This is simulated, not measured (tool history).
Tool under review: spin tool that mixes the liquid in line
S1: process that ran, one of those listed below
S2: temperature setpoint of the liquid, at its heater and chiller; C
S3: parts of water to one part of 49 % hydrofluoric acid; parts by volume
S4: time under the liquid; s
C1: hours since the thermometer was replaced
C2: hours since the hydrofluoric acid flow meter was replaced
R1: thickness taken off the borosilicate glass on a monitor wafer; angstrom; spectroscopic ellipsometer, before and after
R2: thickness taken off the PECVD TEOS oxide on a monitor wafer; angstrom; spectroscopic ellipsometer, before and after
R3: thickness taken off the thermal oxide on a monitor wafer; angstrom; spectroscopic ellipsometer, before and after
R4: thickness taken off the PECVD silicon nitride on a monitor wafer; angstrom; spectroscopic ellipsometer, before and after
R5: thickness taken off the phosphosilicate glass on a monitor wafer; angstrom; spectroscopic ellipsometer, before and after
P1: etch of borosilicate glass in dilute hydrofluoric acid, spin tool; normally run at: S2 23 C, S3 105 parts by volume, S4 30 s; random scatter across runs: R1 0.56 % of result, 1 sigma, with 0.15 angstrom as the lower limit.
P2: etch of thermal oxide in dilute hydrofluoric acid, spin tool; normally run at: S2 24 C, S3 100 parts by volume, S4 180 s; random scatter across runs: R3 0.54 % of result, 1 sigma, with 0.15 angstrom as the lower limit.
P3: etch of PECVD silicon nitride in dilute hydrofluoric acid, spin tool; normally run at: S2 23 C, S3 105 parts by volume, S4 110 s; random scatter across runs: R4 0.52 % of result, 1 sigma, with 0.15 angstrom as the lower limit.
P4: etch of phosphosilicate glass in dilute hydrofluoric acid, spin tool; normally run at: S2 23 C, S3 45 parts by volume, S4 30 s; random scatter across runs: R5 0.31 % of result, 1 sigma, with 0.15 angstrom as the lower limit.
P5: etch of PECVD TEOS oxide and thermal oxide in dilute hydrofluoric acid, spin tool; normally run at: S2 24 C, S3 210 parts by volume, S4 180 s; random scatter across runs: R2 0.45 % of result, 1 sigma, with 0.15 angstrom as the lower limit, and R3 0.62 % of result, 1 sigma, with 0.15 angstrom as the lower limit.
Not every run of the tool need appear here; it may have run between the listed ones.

run 1 hour=4.7 | S1=P1 S2=23 S3=105 S4=30 | C1=1853.1 C2=1300.7 | R1=59.695
run 2 hour=10.5 | S1=P5 S2=24 S3=210 S4=180 | C1=1858.9 C2=1306.5 | R2=121.1 R3=36.098
run 3 hour=17 | S1=P3 S2=23 S3=70 S4=110 | C1=1865.4 C2=1313 | R4=68.86
run 4 hour=23.2 | S1=P2 S2=24 S3=100 S4=85 | C1=1871.6 C2=1319.2 | R3=40.87
run 5 hour=29.3 | S1=P3 S2=31 S3=105 S4=110 | C1=1877.7 C2=1325.3 | R4=77.881
run 6 hour=36.5 | S1=P5 S2=27.5 S3=210 S4=180 | C1=1884.9 C2=1332.5 | R2=138.09 R3=40.466
run 7 hour=44.4 | S1=P2 S2=24 S3=100 S4=180 | C1=1892.8 C2=1340.4 | R3=86.49
run 8 hour=48.1 | S1=P5 S2=24 S3=290 S4=180 | C1=1896.5 C2=1344.1 | R2=81.749 R3=23.97
run 9 hour=55 | S1=P2 S2=24 S3=175 S4=180 | C1=1903.4 C2=1351 | R3=44.853
run 10 hour=60.3 | S1=P3 S2=23 S3=105 S4=60 | C1=1908.7 C2=1356.3 | R4=25.617
run 11 hour=66.3 | S1=P1 S2=23 S3=105 S4=30 | C1=1914.7 C2=1362.3 | R1=59.699
run 12 hour=74 | S1=P1 S2=23 S3=105 S4=30 | C1=1922.4 C2=1370 | R1=59.769
run 13 hour=78.4 | S1=P1 S2=23 S3=105 S4=30 | C1=1926.8 C2=1374.4 | R1=59.59
run 14 hour=86.2 | S1=P1 S2=23 S3=105 S4=60 | C1=1934.6 C2=1382.2 | R1=120.45
run 15 hour=91.1 | S1=P5 S2=24 S3=210 S4=15 | C1=1939.5 C2=1387.1 | R2=10.193 R3=3.1094
run 16 hour=95.6 | S1=P2 S2=17.5 S3=100 S4=180 | C1=1944 C2=1391.6 | R3=66.336
run 17 hour=99.6 | S1=P1 S2=23 S3=105 S4=30 | C1=1948 C2=1395.6 | R1=59.667
run 18 hour=103.6 | S1=P1 S2=23 S3=150 S4=30 | C1=1952 C2=1399.6 | R1=39.132
run 19 hour=110.5 | S1=P4 S2=17 S3=45 S4=30 | C1=1958.9 C2=1406.5 | R5=742.63
run 20 hour=118.4 | S1=P1 S2=27.5 S3=35 S4=30 | C1=1966.8 C2=1414.4 | R1=237.67
run 21 hour=122.1 | S1=P1 S2=23 S3=105 S4=15 | C1=1970.5 C2=1418.1 | R1=30.184
run 22 hour=129.5 | S1=P1 S2=27.5 S3=105 S4=30 | C1=1977.9 C2=1425.5 | R1=71.322
run 23 hour=137.3 | S1=P4 S2=23 S3=45 S4=30 | C1=1985.7 C2=1433.3 | R5=961.47
run 24 hour=145.1 | S1=P1 S2=17 S3=105 S4=30 | C1=1993.5 C2=1441.1 | R1=47.267
run 25 hour=152.8 | S1=P1 S2=23 S3=105 S4=30 | C1=2001.2 C2=1448.8 | R1=59.187
run 26 hour=160.9 | S1=P4 S2=23 S3=45 S4=55 | C1=2009.3 C2=1456.9 | R5=1755.8
run 27 hour=167.8 | S1=P1 S2=23 S3=60 S4=30 | C1=2016.2 C2=1463.8 | R1=111.19
run 28 hour=176 | S1=P4 S2=23 S3=75 S4=30 | C1=2024.4 C2=1472 | R5=556.61
run 29 hour=182.4 | S1=P3 S2=23 S3=105 S4=110 | C1=2030.8 C2=1478.4 | R4=46.947
run 30 hour=188 | S1=P2 S2=24 S3=100 S4=180 | C1=2036.4 C2=1484 | R3=86.662
run 31 hour=193.3 | S1=P1 S2=23 S3=105 S4=30 | C1=2041.7 C2=1489.3 | R1=59.263
run 32 hour=199.8 | S1=P1 S2=23 S3=105 S4=30 | C1=2048.2 C2=1495.8 | R1=59.12
run 33 hour=207.6 | S1=P1 S2=23 S3=105 S4=30 | C1=2056 C2=1503.6 | R1=58.354
run 34 hour=215.2 | S1=P1 S2=23 S3=105 S4=30 | C1=2063.6 C2=1511.2 | R1=56.582
run 35 hour=223.5 | S1=P1 S2=23 S3=105 S4=30 | C1=2071.9 C2=1519.5 | R1=56.845
run 36 hour=229.7 | S1=P1 S2=23 S3=105 S4=30 | C1=2078.1 C2=1525.7 | R1=57.086
run 37 hour=237.6 | S1=P1 S2=23 S3=105 S4=30 | C1=2086 C2=1533.6 | R1=55.968
run 38 hour=242.8 | S1=P1 S2=23 S3=105 S4=30 | C1=2091.2 C2=1538.8 | R1=56.257
run 39 hour=249.3 | S1=P1 S2=23 S3=105 S4=30 | C1=2097.7 C2=1545.3 | R1=56.276
run 40 hour=254.9 | S1=P1 S2=23 S3=105 S4=30 | C1=2103.3 C2=1550.9 | R1=56.739

P1 no longer gives what it gave before; its output has crept away from where it was. The following 2 causes, each at its listed size, fit the log equally well:
A: liquid colder than its thermometer reads (K) = 1.55
B: hydrofluoric acid flow below the setpoint (%) = 5.35
The drift started at roughly hour 193.3.

Question marks stand in for the results of the 4 check runs listed below, each run on one wafer. Under which run would the listed causes show clearly different results?
run check 1 hour=260.5 | S1=P3 S2=23 S3=105 S4=110 | R4=?
run check 2 hour=260.5 | S1=P4 S2=23 S3=45 S4=30 | R5=?
run check 3 hour=260.5 | S1=P5 S2=24 S3=210 S4=180 | R2=? R3=?
run check 4 hour=260.5 | S1=P2 S2=24 S3=100 S4=180 | R3=?

Predicted outcomes, by check and by cause:
check=check_1 result=R4 if_A=41.93 if_B=44.046
check=check_2 result=R5 if_A=896.6 if_B=902.65
check=check_3 result=R2 if_A=115.14 if_B=113.99
check=check_3 result=R3 if_A=33.928 if_B=33.586
check=check_4 result=R3 if_A=81.614 if_B=81.612
Gap, in per cent, between the two causes that each check separates least, read from the result that separates them most: check 1 4.92 %; check 2 0.67 %; check 3 1.01 %; check 4 0 %
Check 1 distinguishes between the causes, while the remaining checks would return nearly the same result for all of them.

Then check 1 was run and gave: R4 41.985 angstrom. Which cause is it?

Of the candidate causes, it is A: liquid colder than its thermometer reads (K).
